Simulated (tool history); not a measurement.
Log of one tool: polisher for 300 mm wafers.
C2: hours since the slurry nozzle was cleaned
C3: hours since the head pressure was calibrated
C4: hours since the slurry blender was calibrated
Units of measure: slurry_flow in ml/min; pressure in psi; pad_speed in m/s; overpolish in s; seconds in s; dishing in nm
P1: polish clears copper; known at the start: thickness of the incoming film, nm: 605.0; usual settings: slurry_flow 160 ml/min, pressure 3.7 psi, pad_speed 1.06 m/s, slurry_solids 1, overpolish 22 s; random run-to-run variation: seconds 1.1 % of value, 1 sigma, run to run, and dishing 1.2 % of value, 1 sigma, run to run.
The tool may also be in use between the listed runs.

Run 1, day 0.629: slurry_flow 160 ml/min, pressure 3.7 psi, pad_speed 1.06 m/s, slurry_solids 1, overpolish 22 s; wafers polished on this pad 897; C2 201.4; C3 287.2; C4 70.2. Result: seconds 132.36 s, dishing 61.852 nm.
Run 2, day 1.146: slurry_flow 160 ml/min, pressure 2.1 psi, pad_speed 1.06 m/s, slurry_solids 1, overpolish 22 s; wafers polished on this pad 962; C2 213.8; C3 299.6; C4 82.6. Result: seconds 239.53 s, dishing 37.71 nm.
Run 3, day 1.488: slurry_flow 95 ml/min, pressure 3.7 psi, pad_speed 1.06 m/s, slurry_solids 1, overpolish 22 s; wafers polished on this pad 1004; C2 222; C3 307.8; C4 90.8. Result: seconds 150.39 s, dishing 56.929 nm.
Run 4, day 1.833: slurry_flow 160 ml/min, pressure 3.7 psi, pad_speed 1.06 m/s, slurry_solids 1.45, overpolish 22 s; wafers polished on this pad 1047; C2 230.3; C3 316.1; C4 99.1. Result: seconds 124.44 s, dishing 68.063 nm.
Run 5, day 2.546: slurry_flow 160 ml/min, pressure 3.7 psi, pad_speed 1.06 m/s, slurry_solids 1, overpolish 22 s; wafers polished on this pad 1136; C2 247.4; C3 333.2; C4 116.2. Result: seconds 134.76 s, dishing 62.543 nm.
Run 6, day 3.158: slurry_flow 160 ml/min, pressure 3.7 psi, pad_speed 1.06 m/s, slurry_solids 1, overpolish 7 s; wafers polished on this pad 1212; C2 262.1; C3 347.9; C4 130.9. Result: seconds 134.27 s, dishing 22.864 nm.
Run 7, day 3.717: slurry_flow 160 ml/min, pressure 3.7 psi, pad_speed 1.06 m/s, slurry_solids 1, overpolish 34 s; wafers polished on this pad 1282; C2 275.5; C3 361.3; C4 144.3. Result: seconds 132.26 s, dishing 88.533 nm.
Run 8, day 4.279: slurry_flow 160 ml/min, pressure 3.7 psi, pad_speed 1.38 m/s, slurry_solids 1, overpolish 22 s; wafers polished on this pad 1352; C2 289; C3 374.8; C4 157.8. Result: seconds 104.06 s, dishing 76.783 nm.
Run 9, day 4.8: slurry_flow 160 ml/min, pressure 3.7 psi, pad_speed 1.06 m/s, slurry_solids 1, overpolish 22 s; wafers polished on this pad 1417; C2 301.5; C3 387.3; C4 170.3. Result: seconds 134.67 s, dishing 63.062 nm.
Run 10, day 5.312: slurry_flow 160 ml/min, pressure 3.7 psi, pad_speed 1.06 m/s, slurry_solids 1, overpolish 22 s; wafers polished on this pad 1481; C2 313.8; C3 399.6; C4 182.6. Result: seconds 134.8 s, dishing 61.752 nm.
Run 11, day 6.054: slurry_flow 245 ml/min, pressure 5.2 psi, pad_speed 1.06 m/s, slurry_solids 1, overpolish 22 s; wafers polished on this pad 1574; C2 331.6; C3 417.4; C4 200.4. Result: seconds 90.142 s, dishing 88.693 nm.
Run 12, day 6.496: slurry_flow 160 ml/min, pressure 3.7 psi, pad_speed 0.48 m/s, slurry_solids 1, overpolish 22 s; wafers polished on this pad 1629; C2 342.2; C3 428; C4 211. Result: seconds 301.78 s, dishing 31.477 nm.
Run 13, day 7.004: slurry_flow 160 ml/min, pressure 3.7 psi, pad_speed 1.06 m/s, slurry_solids 1, overpolish 22 s; wafers polished on this pad 1692; C2 354.4; C3 440.2; C4 223.2. Result: seconds 135.85 s, dishing 62.648 nm.
Run 14, day 7.754: slurry_flow 225 ml/min, pressure 3.7 psi, pad_speed 1.06 m/s, slurry_solids 1, overpolish 22 s; wafers polished on this pad 1786; C2 372.4; C3 458.2; C4 241.2. Result: seconds 127.92 s, dishing 65.269 nm.
Run 15, day 8.325: slurry_flow 160 ml/min, pressure 5.1 psi, pad_speed 1.06 m/s, slurry_solids 1, overpolish 22 s; wafers polished on this pad 1857; C2 386.1; C3 471.9; C4 254.9. Result: seconds 100 s, dishing 80.794 nm.
Run 16, day 8.912: slurry_flow 160 ml/min, pressure 1.7 psi, pad_speed 1.54 m/s, slurry_solids 1, overpolish 22 s; wafers polished on this pad 1930; C2 400.2; C3 486; C4 269. Result: seconds 204.73 s, dishing 42.823 nm.
Run 17, day 9.542: slurry_flow 160 ml/min, pressure 3.7 psi, pad_speed 1.06 m/s, slurry_solids 0.65, overpolish 22 s; wafers polished on this pad 2008; C2 415.3; C3 501.1; C4 284.1. Result: seconds 148.71 s, dishing 58.604 nm.
Run 18, day 9.892: slurry_flow 160 ml/min, pressure 3.7 psi, pad_speed 1.06 m/s, slurry_solids 1, overpolish 22 s; wafers polished on this pad 2052; C2 423.7; C3 509.5; C4 292.5. Result: seconds 135.69 s, dishing 61.573 nm.
Run 19, day 10.329: slurry_flow 160 ml/min, pressure 3.7 psi, pad_speed 1.06 m/s, slurry_solids 1, overpolish 22 s; wafers polished on this pad 2107; C2 434.2; C3 520; C4 303. Result: seconds 139.15 s, dishing 60.593 nm.
Run 20, day 11.004: slurry_flow 160 ml/min, pressure 3.7 psi, pad_speed 1.06 m/s, slurry_solids 1, overpolish 22 s; wafers polished on this pad 2191; C2 450.4; C3 536.2; C4 319.2. Result: seconds 142.61 s, dishing 61.639 nm.
Run 21, day 11.738: slurry_flow 160 ml/min, pressure 3.7 psi, pad_speed 1.06 m/s, slurry_solids 1, overpolish 22 s; wafers polished on this pad 2282; C2 468; C3 553.8; C4 336.8. Result: seconds 146.1 s, dishing 57.657 nm.
At day 11.821: head pressure recalibrated.
Run 22, day 12.35: slurry_flow 160 ml/min, pressure 3.7 psi, pad_speed 1.06 m/s, slurry_solids 1, overpolish 22 s; wafers polished on this pad 2359; C2 482.7; C3 12.7; C4 351.5. Result: seconds 147.64 s, dishing 58.478 nm.
At day 12.962: slurry blender recalibrated.
Run 23, day 13.071: slurry_flow 160 ml/min, pressure 3.7 psi, pad_speed 1.06 m/s, slurry_solids 1, overpolish 22 s; wafers polished on this pad 2449; C2 500; C3 30; C4 2.6. Result: seconds 149.02 s, dishing 58.344 nm.
Run 24, day 13.446: slurry_flow 160 ml/min, pressure 3.7 psi, pad_speed 1.06 m/s, slurry_solids 1, overpolish 22 s; wafers polished on this pad 2495; C2 509; C3 39; C4 11.6. Result: seconds 150.59 s, dishing 59.012 nm.
Run 25, day 14.158: slurry_flow 160 ml/min, pressure 3.7 psi, pad_speed 1.06 m/s, slurry_solids 1, overpolish 22 s; wafers polished on this pad 2584; C2 526.1; C3 56.1; C4 28.7. Result: seconds 147.97 s, dishing 57.577 nm.

What P1 gives has crept off from where it sat before. The 2 causes that follow fit the log equally well, each at the size noted:
A: slurry flow missing at the pad, % = 38.7
B: removal rate lost through wear of the pad, % = 9.67
The drift started at roughly day 9.892.
Other possible causes, and why each is ruled out:
head's pressure below its setpoint, %: work on it at day 11.821, done after the drift set in, did not restore what the process gave before
abrasive missing from the slurry, %: work on it at day 12.962, done after the drift set in, did not restore what the process gave before

Which of the 4 check runs listed below, each an average over 2 wafers with its results shown as question marks, gives clearly different results under the different listed causes?
Run check 1, day 14.871: slurry_flow 160 ml/min, pressure 2.8 psi, pad_speed 1.36 m/s, slurry_solids 1, overpolish 22 s. Result: seconds ?, dishing ?.
Run check 2, day 14.871: slurry_flow 160 ml/min, pressure 3.7 psi, pad_speed 1.06 m/s, slurry_solids 1, overpolish 30 s. Result: seconds ?, dishing ?.
Run check 3, day 14.871: slurry_flow 95 ml/min, pressure 2.1 psi, pad_speed 1.06 m/s, slurry_solids 1, overpolish 22 s. Result: seconds ?, dishing ?.
Run check 4, day 14.871: slurry_flow 160 ml/min, pressure 3.7 psi, pad_speed 1.06 m/s, slurry_solids 0.8, overpolish 11 s. Result: seconds ?, dishing ?.

If the cause were each of the candidates in turn, the checks would give the following:
  check   result    if A    if B
check 1  seconds  154.14  154.16
check 1  dishing  55.275  55.267
check 2  seconds  149.65  149.68
check 2  dishing  73.932  73.922
check 3  seconds  311.99  294.34
check 3  dishing  29.673  31.254
check 4  seconds  156.88  156.91
check 4  dishing  30.154  30.149
Per-check spread between the two closest causes, in the result where they differ most: check 1 0.02 %; check 2 0.02 %; check 3 5.83 %; check 4 0.02 %
Check 3 distinguishes between the causes, while the remaining checks would return nearly the same result for all of them.

Running check 3 produced the following: seconds 310.13 s; dishing 29.692 nm. Which one of the listed causes fits?

The cause is A: slurry flow missing at the pad, %.

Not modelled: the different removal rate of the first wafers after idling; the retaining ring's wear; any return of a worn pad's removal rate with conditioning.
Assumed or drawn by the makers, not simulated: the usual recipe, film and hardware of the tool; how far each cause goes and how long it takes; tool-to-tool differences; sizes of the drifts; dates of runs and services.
